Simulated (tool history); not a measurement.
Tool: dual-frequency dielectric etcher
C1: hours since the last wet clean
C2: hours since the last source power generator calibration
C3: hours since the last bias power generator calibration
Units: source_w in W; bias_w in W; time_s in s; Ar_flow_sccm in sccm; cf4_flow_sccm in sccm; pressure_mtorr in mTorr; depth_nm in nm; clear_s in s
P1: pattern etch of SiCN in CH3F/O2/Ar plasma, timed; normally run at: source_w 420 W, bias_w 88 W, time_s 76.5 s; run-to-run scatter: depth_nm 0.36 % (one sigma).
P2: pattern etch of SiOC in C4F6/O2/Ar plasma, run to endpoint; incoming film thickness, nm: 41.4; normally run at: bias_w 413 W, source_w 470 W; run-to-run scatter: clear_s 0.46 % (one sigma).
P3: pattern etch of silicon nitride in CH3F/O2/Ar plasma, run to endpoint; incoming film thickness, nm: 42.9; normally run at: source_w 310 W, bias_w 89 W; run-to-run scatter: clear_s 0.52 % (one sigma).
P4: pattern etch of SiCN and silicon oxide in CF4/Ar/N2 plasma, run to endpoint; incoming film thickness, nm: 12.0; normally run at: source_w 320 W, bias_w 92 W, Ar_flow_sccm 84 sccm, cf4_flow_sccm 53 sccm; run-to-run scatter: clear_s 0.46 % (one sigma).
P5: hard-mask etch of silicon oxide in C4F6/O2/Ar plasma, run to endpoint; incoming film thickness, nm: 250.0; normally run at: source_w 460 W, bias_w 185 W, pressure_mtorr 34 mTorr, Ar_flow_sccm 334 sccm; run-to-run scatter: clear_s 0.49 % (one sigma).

run 1 hour=2.3 | process=P1 source_w=420 bias_w=88 time_s=76.5 | C1=305.9 C2=1195.6 C3=1355.5 | depth_nm=29.783
run 2 hour=4.6 | process=P1 source_w=420 bias_w=88 time_s=76.5 | C1=308.2 C2=1197.9 C3=1357.8 | depth_nm=30.016
run 3 hour=8.9 | process=P4 source_w=320 bias_w=68 Ar_flow_sccm=84 cf4_flow_sccm=53 | C1=312.5 C2=1202.2 C3=1362.1 | clear_s=18.972
run 4 hour=11.8 | process=P3 source_w=200 bias_w=89 | C1=315.4 C2=1205.1 C3=1365 | clear_s=74.474
run 5 hour=16.1 | process=P1 source_w=420 bias_w=116 time_s=46.5 | C1=319.7 C2=1209.4 C3=1369.3 | depth_nm=20.126
run 6 hour=18.8 | process=P2 source_w=270 bias_w=413 | C1=322.4 C2=1212.1 C3=1372 | clear_s=17.037
run 7 hour=21.4 | process=P3 source_w=310 bias_w=89 | C1=325 C2=1214.7 C3=1374.6 | clear_s=63.724
run 8 hour=23.9 | process=P4 source_w=320 bias_w=92 Ar_flow_sccm=84 cf4_flow_sccm=75 | C1=327.5 C2=1217.2 C3=1377.1 | clear_s=16.215
run 9 hour=27.7 | process=P1 source_w=420 bias_w=102 time_s=59 | C1=331.3 C2=1221 C3=1380.9 | depth_nm=24.231
run 10 hour=30.1 | process=P3 source_w=310 bias_w=55 | C1=333.7 C2=1223.4 C3=1383.3 | clear_s=74.072
run 11 hour=33.1 | process=P1 source_w=420 bias_w=88 time_s=60 | C1=336.7 C2=1226.4 C3=1386.3 | depth_nm=23.504
run 12 hour=37.8 | process=P4 source_w=430 bias_w=92 Ar_flow_sccm=84 cf4_flow_sccm=53 | C1=341.4 C2=1231.1 C3=1391 | clear_s=13.116
run 13 hour=41.1 | process=P1 source_w=420 bias_w=88 time_s=102.5 | C1=344.7 C2=1234.4 C3=1394.3 | depth_nm=39.851
-- hour=45.7 wet clean of the chamber
run 14 hour=45.9 | process=P5 source_w=620 bias_w=185 Ar_flow_sccm=334 pressure_mtorr=34 | C1=0.3 C2=1239.2 C3=1399.1 | clear_s=66.134
run 15 hour=50.4 | process=P2 source_w=470 bias_w=413 | C1=4.8 C2=1243.7 C3=1403.6 | clear_s=13.805
run 16 hour=53 | process=P4 source_w=320 bias_w=92 Ar_flow_sccm=62 cf4_flow_sccm=53 | C1=7.4 C2=1246.3 C3=1406.2 | clear_s=16.363
run 17 hour=57 | process=P1 source_w=420 bias_w=121 time_s=76.5 | C1=11.4 C2=1250.3 C3=1410.2 | depth_nm=33.771
run 18 hour=59.3 | process=P1 source_w=420 bias_w=88 time_s=76.5 | C1=13.7 C2=1252.6 C3=1412.5 | depth_nm=29.936
run 19 hour=63.9 | process=P1 source_w=420 bias_w=62 time_s=45 | C1=18.3 C2=1257.2 C3=1417.1 | depth_nm=15.537
run 20 hour=66.5 | process=P1 source_w=260 bias_w=88 time_s=76.5 | C1=20.9 C2=1259.8 C3=1419.7 | depth_nm=24.995
run 21 hour=70.7 | process=P5 source_w=460 bias_w=185 Ar_flow_sccm=334 pressure_mtorr=34 | C1=25.1 C2=1264 C3=1423.9 | clear_s=73.671
run 22 hour=74.8 | process=P5 source_w=460 bias_w=258 Ar_flow_sccm=334 pressure_mtorr=34 | C1=29.2 C2=1268.1 C3=1428 | clear_s=66.39
run 23 hour=79.2 | process=P1 source_w=420 bias_w=88 time_s=76.5 | C1=33.6 C2=1272.5 C3=1432.4 | depth_nm=29.78
run 24 hour=81.6 | process=P4 source_w=320 bias_w=92 Ar_flow_sccm=84 cf4_flow_sccm=53 | C1=36 C2=1274.9 C3=1434.8 | clear_s=17.075
-- hour=85 bias power generator calibrated
run 25 hour=85.7 | process=P2 source_w=470 bias_w=566 | C1=40.1 C2=1279 C3=0.7 | clear_s=12.431
run 26 hour=89.9 | process=P1 source_w=420 bias_w=88 time_s=76.5 | C1=44.3 C2=1283.2 C3=4.9 | depth_nm=29.845
run 27 hour=94.5 | process=P1 source_w=420 bias_w=88 time_s=76.5 | C1=48.9 C2=1287.8 C3=9.5 | depth_nm=29.71
run 28 hour=99.1 | process=P1 source_w=420 bias_w=88 time_s=76.5 | C1=53.5 C2=1292.4 C3=14.1 | depth_nm=30.1
run 29 hour=101.4 | process=P5 source_w=460 bias_w=185 Ar_flow_sccm=453 pressure_mtorr=34 | C1=55.8 C2=1294.7 C3=16.4 | clear_s=76.092
run 30 hour=105.9 | process=P5 source_w=460 bias_w=185 Ar_flow_sccm=334 pressure_mtorr=34 | C1=60.3 C2=1299.2 C3=20.9 | clear_s=73.986
run 31 hour=108.8 | process=P2 source_w=470 bias_w=413 | C1=63.2 C2=1302.1 C3=23.8 | clear_s=13.853
run 32 hour=111.2 | process=P1 source_w=420 bias_w=55 time_s=76.5 | C1=65.6 C2=1304.5 C3=26.2 | depth_nm=25.383
run 33 hour=115.1 | process=P1 source_w=550 bias_w=88 time_s=76.5 | C1=69.5 C2=1308.4 C3=30.1 | depth_nm=32.964
run 34 hour=119.2 | process=P5 source_w=460 bias_w=185 Ar_flow_sccm=334 pressure_mtorr=43.5 | C1=73.6 C2=1312.5 C3=34.2 | clear_s=75.926
run 35 hour=122.9 | process=P1 source_w=420 bias_w=88 time_s=76.5 | C1=77.3 C2=1316.2 C3=37.9 | depth_nm=29.815
run 36 hour=125.9 | process=P1 source_w=420 bias_w=88 time_s=76.5 | C1=80.3 C2=1319.2 C3=40.9 | depth_nm=29.457
run 37 hour=128.2 | process=P1 source_w=420 bias_w=88 time_s=76.5 | C1=82.6 C2=1321.5 C3=43.2 | depth_nm=29.471
run 38 hour=131.1 | process=P1 source_w=420 bias_w=88 time_s=76.5 | C1=85.5 C2=1324.4 C3=46.1 | depth_nm=29.563
-- hour=133.2 wet clean of the chamber
run 39 hour=133.7 | process=P1 source_w=420 bias_w=88 time_s=76.5 | C1=0.5 C2=1327 C3=48.7 | depth_nm=29.434
run 40 hour=137.6 | process=P1 source_w=420 bias_w=88 time_s=76.5 | C1=4.4 C2=1330.9 C3=52.6 | depth_nm=29.534
run 41 hour=141.4 | process=P1 source_w=420 bias_w=88 time_s=76.5 | C1=8.2 C2=1334.7 C3=56.4 | depth_nm=29.368
run 42 hour=144.7 | process=P1 source_w=420 bias_w=88 time_s=76.5 | C1=11.5 C2=1338 C3=59.7 | depth_nm=29.169
run 43 hour=148.7 | process=P1 source_w=420 bias_w=88 time_s=76.5 | C1=15.5 C2=1342 C3=63.7 | depth_nm=29.425
run 44 hour=151.8 | process=P1 source_w=420 bias_w=88 time_s=76.5 | C1=18.6 C2=1345.1 C3=66.8 | depth_nm=29.293

What P1 gives has crept away from where it was. These 2 causes fit the log equally well, each at the size given:
A: bias power that arrives under what is set, % = 4.94
B: source power that arrives under what is set, % = 4.86
The creep began at about hour 122.9.
Why every other cause is out:
chamber walls in a state that lowers the etch rate, %: serviced at hour 133.2, which brought nothing back

4 check runs are offered, each on 2 wafers whose results are averaged, their results left as question marks. Which one tells the causes apart?
run check 1 hour=154.9 | process=P5 source_w=460 bias_w=213 Ar_flow_sccm=334 pressure_mtorr=34 | clear_s=?
run check 2 hour=154.9 | process=P3 source_w=310 bias_w=55 | clear_s=?
run check 3 hour=154.9 | process=P2 source_w=330 bias_w=537 | clear_s=?
run check 4 hour=154.9 | process=P4 source_w=320 bias_w=92 Ar_flow_sccm=84 cf4_flow_sccm=72 | clear_s=?

What each check would give under each cause:
check=check_1 result=clear_s if_A=71.73 if_B=71.941
check=check_2 result=clear_s if_A=75.829 if_B=76.026
check=check_3 result=clear_s if_A=14.642 if_B=14.628
check=check_4 result=clear_s if_A=16.642 if_B=17.079
How far apart the two closest causes lie, in the result that separates them most: check 1 0.29 %; check 2 0.26 %; check 3 0.1 %; check 4 2.59 %
Check 4 tells the causes apart: in the others they would give nearly the same result.

Then check 4 was run and gave: clear_s 16.697 s. Which cause is it?

It is A: bias power that arrives under what is set, %.

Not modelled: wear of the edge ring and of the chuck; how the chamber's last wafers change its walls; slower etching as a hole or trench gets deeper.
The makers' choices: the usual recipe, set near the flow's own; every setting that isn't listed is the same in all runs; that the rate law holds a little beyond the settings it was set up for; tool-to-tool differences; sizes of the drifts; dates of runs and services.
